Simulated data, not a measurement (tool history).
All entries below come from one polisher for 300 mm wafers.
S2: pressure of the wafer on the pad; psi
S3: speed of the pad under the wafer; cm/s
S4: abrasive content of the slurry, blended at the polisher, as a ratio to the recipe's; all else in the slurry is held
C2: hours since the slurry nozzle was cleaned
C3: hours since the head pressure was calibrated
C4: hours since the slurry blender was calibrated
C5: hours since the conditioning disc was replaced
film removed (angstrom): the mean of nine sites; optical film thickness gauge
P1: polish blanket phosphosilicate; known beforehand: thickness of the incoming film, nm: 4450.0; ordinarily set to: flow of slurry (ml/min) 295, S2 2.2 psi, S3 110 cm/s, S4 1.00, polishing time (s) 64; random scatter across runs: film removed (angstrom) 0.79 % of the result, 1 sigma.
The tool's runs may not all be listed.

{"run": 1, "day": 0.238, "flow of slurry (ml/min)": 295, "S2": 2.2, "S3": 110, "S4": 1.0, "polishing time (s)": 64, "wafers polished on this pad": 264, "C2": 225.0, "C3": 297.4, "C4": 80.7, "C5": 91.2, "film removed (angstrom)": 3933.9}
{"run": 2, "day": 0.5, "flow of slurry (ml/min)": 295, "S2": 2.2, "S3": 84, "S4": 1.0, "polishing time (s)": 43, "wafers polished on this pad": 308, "C2": 231.3, "C3": 303.7, "C4": 87.0, "C5": 97.5, "film removed (angstrom)": 2091.6}
{"day": 0.558, "done": "slurry nozzle cleaned"}
{"run": 3, "day": 0.671, "flow of slurry (ml/min)": 195, "S2": 1.0, "S3": 110, "S4": 1.0, "polishing time (s)": 64, "wafers polished on this pad": 337, "C2": 2.7, "C3": 307.8, "C4": 91.1, "C5": 101.6, "film removed (angstrom)": 1689.9}
{"run": 4, "day": 0.912, "flow of slurry (ml/min)": 295, "S2": 1.0, "S3": 110, "S4": 1.0, "polishing time (s)": 64, "wafers polished on this pad": 378, "C2": 8.5, "C3": 313.6, "C4": 96.9, "C5": 107.4, "film removed (angstrom)": 1749.1}
{"run": 5, "day": 1.104, "flow of slurry (ml/min)": 295, "S2": 2.2, "S3": 110, "S4": 1.0, "polishing time (s)": 33, "wafers polished on this pad": 411, "C2": 13.1, "C3": 318.2, "C4": 101.5, "C5": 112.0, "film removed (angstrom)": 2010.0}
{"run": 6, "day": 1.325, "flow of slurry (ml/min)": 295, "S2": 3.5, "S3": 110, "S4": 1.0, "polishing time (s)": 64, "wafers polished on this pad": 448, "C2": 18.4, "C3": 323.5, "C4": 106.8, "C5": 117.3, "film removed (angstrom)": 6235.6}
{"run": 7, "day": 1.604, "flow of slurry (ml/min)": 295, "S2": 2.2, "S3": 110, "S4": 1.0, "polishing time (s)": 88, "wafers polished on this pad": 495, "C2": 25.1, "C3": 330.2, "C4": 113.5, "C5": 124.0, "film removed (angstrom)": 5261.1}
{"run": 8, "day": 1.771, "flow of slurry (ml/min)": 295, "S2": 2.2, "S3": 110, "S4": 1.3, "polishing time (s)": 64, "wafers polished on this pad": 524, "C2": 29.1, "C3": 334.2, "C4": 117.5, "C5": 128.0, "film removed (angstrom)": 4302.9}
{"run": 9, "day": 1.921, "flow of slurry (ml/min)": 175, "S2": 2.2, "S3": 110, "S4": 1.0, "polishing time (s)": 64, "wafers polished on this pad": 549, "C2": 32.7, "C3": 337.8, "C4": 121.1, "C5": 131.6, "film removed (angstrom)": 3672.8}
{"run": 10, "day": 2.15, "flow of slurry (ml/min)": 295, "S2": 2.2, "S3": 110, "S4": 1.0, "polishing time (s)": 64, "wafers polished on this pad": 588, "C2": 38.2, "C3": 343.3, "C4": 126.6, "C5": 137.1, "film removed (angstrom)": 3913.7}
{"run": 11, "day": 2.438, "flow of slurry (ml/min)": 295, "S2": 2.2, "S3": 110, "S4": 1.0, "polishing time (s)": 64, "wafers polished on this pad": 637, "C2": 45.1, "C3": 350.2, "C4": 133.5, "C5": 144.0, "film removed (angstrom)": 3878.5}
{"day": 2.646, "done": "slurry blender recalibrated"}
{"run": 12, "day": 2.658, "flow of slurry (ml/min)": 295, "S2": 2.2, "S3": 110, "S4": 1.0, "polishing time (s)": 64, "wafers polished on this pad": 674, "C2": 50.4, "C3": 355.5, "C4": 0.4, "C5": 149.3, "film removed (angstrom)": 3866.5}
{"run": 13, "day": 2.917, "flow of slurry (ml/min)": 295, "S2": 2.2, "S3": 110, "S4": 0.55, "polishing time (s)": 64, "wafers polished on this pad": 718, "C2": 56.6, "C3": 361.7, "C4": 6.6, "C5": 155.5, "film removed (angstrom)": 2837.6}
{"run": 14, "day": 3.204, "flow of slurry (ml/min)": 380, "S2": 2.2, "S3": 110, "S4": 1.0, "polishing time (s)": 64, "wafers polished on this pad": 766, "C2": 63.5, "C3": 368.6, "C4": 13.5, "C5": 162.4, "film removed (angstrom)": 4038.5}
{"run": 15, "day": 3.35, "flow of slurry (ml/min)": 295, "S2": 2.2, "S3": 54, "S4": 1.0, "polishing time (s)": 64, "wafers polished on this pad": 791, "C2": 67.0, "C3": 372.1, "C4": 17.0, "C5": 165.9, "film removed (angstrom)": 2216.0}
{"run": 16, "day": 3.558, "flow of slurry (ml/min)": 295, "S2": 2.2, "S3": 162, "S4": 1.0, "polishing time (s)": 64, "wafers polished on this pad": 826, "C2": 72.0, "C3": 377.1, "C4": 22.0, "C5": 170.9, "film removed (angstrom)": 5316.1}
{"run": 17, "day": 3.804, "flow of slurry (ml/min)": 295, "S2": 2.2, "S3": 110, "S4": 1.0, "polishing time (s)": 64, "wafers polished on this pad": 868, "C2": 77.9, "C3": 383.0, "C4": 27.9, "C5": 176.8, "film removed (angstrom)": 3880.9}
{"run": 18, "day": 4.025, "flow of slurry (ml/min)": 295, "S2": 2.2, "S3": 110, "S4": 1.0, "polishing time (s)": 64, "wafers polished on this pad": 905, "C2": 83.2, "C3": 388.3, "C4": 33.2, "C5": 182.1, "film removed (angstrom)": 3743.6}
{"run": 19, "day": 4.325, "flow of slurry (ml/min)": 295, "S2": 2.2, "S3": 110, "S4": 1.0, "polishing time (s)": 64, "wafers polished on this pad": 956, "C2": 90.4, "C3": 395.5, "C4": 40.4, "C5": 189.3, "film removed (angstrom)": 3576.5}
{"run": 20, "day": 4.471, "flow of slurry (ml/min)": 295, "S2": 2.2, "S3": 110, "S4": 1.0, "polishing time (s)": 64, "wafers polished on this pad": 981, "C2": 93.9, "C3": 399.0, "C4": 43.9, "C5": 192.8, "film removed (angstrom)": 3538.5}
{"run": 21, "day": 4.617, "flow of slurry (ml/min)": 295, "S2": 2.2, "S3": 110, "S4": 1.0, "polishing time (s)": 64, "wafers polished on this pad": 1006, "C2": 97.4, "C3": 402.5, "C4": 47.4, "C5": 196.3, "film removed (angstrom)": 3552.6}
{"day": 4.754, "done": "conditioning disc replaced and pad reconditioned"}
{"day": 4.783, "done": "worn pad replaced by a new one"}
{"day": 4.862, "done": "slurry nozzle cleaned"}
{"run": 22, "day": 4.908, "flow of slurry (ml/min)": 295, "S2": 2.2, "S3": 110, "S4": 1.0, "polishing time (s)": 64, "wafers polished on this pad": 21, "C2": 1.1, "C3": 409.5, "C4": 54.4, "C5": 3.7, "film removed (angstrom)": 3492.4}
{"run": 23, "day": 5.188, "flow of slurry (ml/min)": 295, "S2": 2.2, "S3": 110, "S4": 1.0, "polishing time (s)": 64, "wafers polished on this pad": 68, "C2": 7.8, "C3": 416.2, "C4": 61.1, "C5": 10.4, "film removed (angstrom)": 3502.5}

Run 24 is up next; what results do you expect?
{"run": 24, "day": 5.454, "flow of slurry (ml/min)": 295, "S2": 2.2, "S3": 110, "S4": 1.0, "polishing time (s)": 64, "wafers polished on this pad": 113, "C2": 14.2, "C3": 422.6, "C4": 67.5, "C5": 16.8, "film removed (angstrom)": "?"}

film removed (angstrom): 3441.5
